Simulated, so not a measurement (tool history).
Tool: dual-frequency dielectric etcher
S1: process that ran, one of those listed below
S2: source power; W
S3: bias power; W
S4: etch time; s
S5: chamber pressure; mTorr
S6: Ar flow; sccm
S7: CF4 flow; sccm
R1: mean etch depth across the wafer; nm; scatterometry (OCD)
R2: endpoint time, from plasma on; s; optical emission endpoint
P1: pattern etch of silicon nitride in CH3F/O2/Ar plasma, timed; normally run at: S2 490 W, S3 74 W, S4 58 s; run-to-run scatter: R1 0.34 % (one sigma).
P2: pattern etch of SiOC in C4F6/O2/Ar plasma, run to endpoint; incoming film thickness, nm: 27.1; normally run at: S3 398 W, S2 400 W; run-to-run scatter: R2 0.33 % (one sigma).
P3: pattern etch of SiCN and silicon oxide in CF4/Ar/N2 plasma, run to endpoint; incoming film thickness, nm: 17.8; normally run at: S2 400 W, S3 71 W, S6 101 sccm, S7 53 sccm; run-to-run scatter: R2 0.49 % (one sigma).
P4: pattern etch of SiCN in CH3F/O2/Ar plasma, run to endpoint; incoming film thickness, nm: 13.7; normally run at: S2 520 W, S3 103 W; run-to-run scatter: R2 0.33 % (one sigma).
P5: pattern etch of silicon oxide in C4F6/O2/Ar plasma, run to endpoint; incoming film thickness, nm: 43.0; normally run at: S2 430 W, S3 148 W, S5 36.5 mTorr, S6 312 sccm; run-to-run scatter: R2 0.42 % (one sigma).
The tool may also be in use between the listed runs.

{"run": 1, "hour": 8.1, "S1": "P1", "S2": 490, "S3": 74, "S4": 58, "R1": 44.69}
{"run": 2, "hour": 22.4, "S1": "P4", "S2": 520, "S3": 103, "R2": 28.411}
{"run": 3, "hour": 38.5, "S1": "P5", "S2": 430, "S3": 148, "S5": 44.5, "S6": 312, "R2": 14.446}
{"run": 4, "hour": 52.9, "S1": "P3", "S2": 400, "S3": 44, "S6": 101, "S7": 53, "R2": 28.884}
{"run": 5, "hour": 68.2, "S1": "P1", "S2": 490, "S3": 50, "S4": 58, "R1": 39.61}
{"run": 6, "hour": 82.4, "S1": "P5", "S2": 430, "S3": 148, "S5": 36.5, "S6": 225, "R2": 13.767}
{"run": 7, "hour": 97.2, "S1": "P3", "S2": 400, "S3": 71, "S6": 69, "S7": 53, "R2": 22.927}
{"run": 8, "hour": 110.1, "S1": "P3", "S2": 400, "S3": 71, "S6": 101, "S7": 53, "R2": 24.496}
{"run": 9, "hour": 122.4, "S1": "P4", "S2": 520, "S3": 103, "R2": 28.479}
{"run": 10, "hour": 136.9, "S1": "P1", "S2": 490, "S3": 74, "S4": 58, "R1": 44.832}
{"run": 11, "hour": 147.8, "S1": "P3", "S2": 400, "S3": 71, "S6": 101, "S7": 53, "R2": 24.506}
{"run": 12, "hour": 159.3, "S1": "P1", "S2": 690, "S3": 74, "S4": 58, "R1": 51.183}
{"run": 13, "hour": 167.3, "S1": "P2", "S2": 400, "S3": 398, "R2": 9.5487}
{"run": 14, "hour": 185.3, "S1": "P4", "S2": 520, "S3": 72, "R2": 32.598}
{"run": 15, "hour": 201.4, "S1": "P1", "S2": 490, "S3": 74, "S4": 77.5, "R1": 60.163}
{"run": 16, "hour": 212.9, "S1": "P1", "S2": 310, "S3": 74, "S4": 58, "R1": 37.851}
{"run": 17, "hour": 229.2, "S1": "P1", "S2": 640, "S3": 74, "S4": 72, "R1": 61.543}
{"run": 18, "hour": 244.3, "S1": "P1", "S2": 490, "S3": 74, "S4": 58, "R1": 44.79}
{"run": 19, "hour": 252.2, "S1": "P1", "S2": 660, "S3": 49, "S4": 58, "R1": 44.282}
{"run": 20, "hour": 263.2, "S1": "P1", "S2": 490, "S3": 89, "S4": 58, "R1": 47.903}
{"run": 21, "hour": 272.5, "S1": "P4", "S2": 720, "S3": 103, "R2": 25.247}
{"run": 22, "hour": 285.2, "S1": "P1", "S2": 490, "S3": 74, "S4": 58, "R1": 44.877}
{"run": 23, "hour": 300.6, "S1": "P1", "S2": 490, "S3": 74, "S4": 32, "R1": 24.652}
{"run": 24, "hour": 309.0, "S1": "P3", "S2": 400, "S3": 71, "S6": 101, "S7": 40, "R2": 25.229}
{"run": 25, "hour": 317.3, "S1": "P5", "S2": 430, "S3": 148, "S5": 36.5, "S6": 312, "R2": 14.008}
{"run": 26, "hour": 325.8, "S1": "P2", "S2": 400, "S3": 245, "R2": 11.288}
{"run": 27, "hour": 339.9, "S1": "P5", "S2": 270, "S3": 148, "S5": 36.5, "S6": 312, "R2": 17.023}
{"run": 28, "hour": 348.7, "S1": "P1", "S2": 490, "S3": 74, "S4": 58, "R1": 45.058}
{"run": 29, "hour": 359.9, "S1": "P5", "S2": 430, "S3": 111, "S5": 36.5, "S6": 312, "R2": 15.483}
{"run": 30, "hour": 374.2, "S1": "P1", "S2": 600, "S3": 74, "S4": 83, "R1": 69.328}
{"run": 31, "hour": 384.4, "S1": "P2", "S2": 520, "S3": 398, "R2": 8.5788}
{"run": 32, "hour": 392.4, "S1": "P3", "S2": 270, "S3": 71, "S6": 101, "S7": 53, "R2": 34.722}
{"run": 33, "hour": 404.7, "S1": "P1", "S2": 490, "S3": 74, "S4": 58, "R1": 44.957}
{"run": 34, "hour": 419.0, "S1": "P1", "S2": 490, "S3": 74, "S4": 58, "R1": 44.97}
{"run": 35, "hour": 429.7, "S1": "P1", "S2": 490, "S3": 74, "S4": 58, "R1": 44.673}
{"run": 36, "hour": 447.6, "S1": "P1", "S2": 490, "S3": 74, "S4": 58, "R1": 44.545}
{"run": 37, "hour": 457.7, "S1": "P1", "S2": 490, "S3": 74, "S4": 58, "R1": 44.481}
{"run": 38, "hour": 465.9, "S1": "P1", "S2": 490, "S3": 74, "S4": 58, "R1": 44.293}
{"run": 39, "hour": 481.7, "S1": "P1", "S2": 490, "S3": 74, "S4": 58, "R1": 44.37}
{"run": 40, "hour": 494.2, "S1": "P1", "S2": 490, "S3": 74, "S4": 58, "R1": 44.226}
{"run": 41, "hour": 502.8, "S1": "P1", "S2": 490, "S3": 74, "S4": 58, "R1": 44.221}
{"run": 42, "hour": 516.6, "S1": "P1", "S2": 490, "S3": 74, "S4": 58, "R1": 44.033}
{"hour": 523.6, "done": "wet clean of the chamber"}
{"run": 43, "hour": 533.4, "S1": "P1", "S2": 490, "S3": 74, "S4": 58, "R1": 43.747}
{"run": 44, "hour": 548.2, "S1": "P1", "S2": 490, "S3": 74, "S4": 58, "R1": 44.187}
{"run": 45, "hour": 558.9, "S1": "P1", "S2": 490, "S3": 74, "S4": 58, "R1": 44.317}

What P1 gives has crept away from where it was. These 2 causes fit the log equally well, each at the size given:
A: bias power that arrives under what is set, % = 4.88
B: source power that arrives under what is set, % = 4.34
The creep began at about hour 419.
Why every other cause is out:
chamber walls in a state that lowers the etch rate, %: serviced at hour 523.6, which brought nothing back

4 check runs are offered, each on 3 wafers whose results are averaged, their results left as question marks. Which one tells the causes apart?
{"run": "check 1", "hour": 569.6, "S1": "P5", "S2": 280, "S3": 148, "S5": 36.5, "S6": 231, "R2": "?"}
{"run": "check 2", "hour": 569.6, "S1": "P3", "S2": 400, "S3": 50, "S6": 85, "S7": 53, "R2": "?"}
{"run": "check 3", "hour": 569.6, "S1": "P4", "S2": 690, "S3": 72, "R2": "?"}
{"run": "check 4", "hour": 569.6, "S1": "P2", "S2": 470, "S3": 314, "R2": "?"}

What each check would give under each cause:
check=check_1 result=R2 if_A=16.492 if_B=16.523
check=check_2 result=R2 if_A=27.102 if_B=27.748
check=check_3 result=R2 if_A=29.586 if_B=29.588
check=check_4 result=R2 if_A=9.9221 if_B=9.919
How far apart the two closest causes lie, in the result that separates them most: check 1 0.19 %; check 2 2.36 %; check 3 0.01 %; check 4 0.03 %
Check 2 tells the causes apart: in the others they would give nearly the same result.

Check 2 was then run and gave: R2 27.868 s. Which cause is it?

It is B: source power that arrives under what is set, %.

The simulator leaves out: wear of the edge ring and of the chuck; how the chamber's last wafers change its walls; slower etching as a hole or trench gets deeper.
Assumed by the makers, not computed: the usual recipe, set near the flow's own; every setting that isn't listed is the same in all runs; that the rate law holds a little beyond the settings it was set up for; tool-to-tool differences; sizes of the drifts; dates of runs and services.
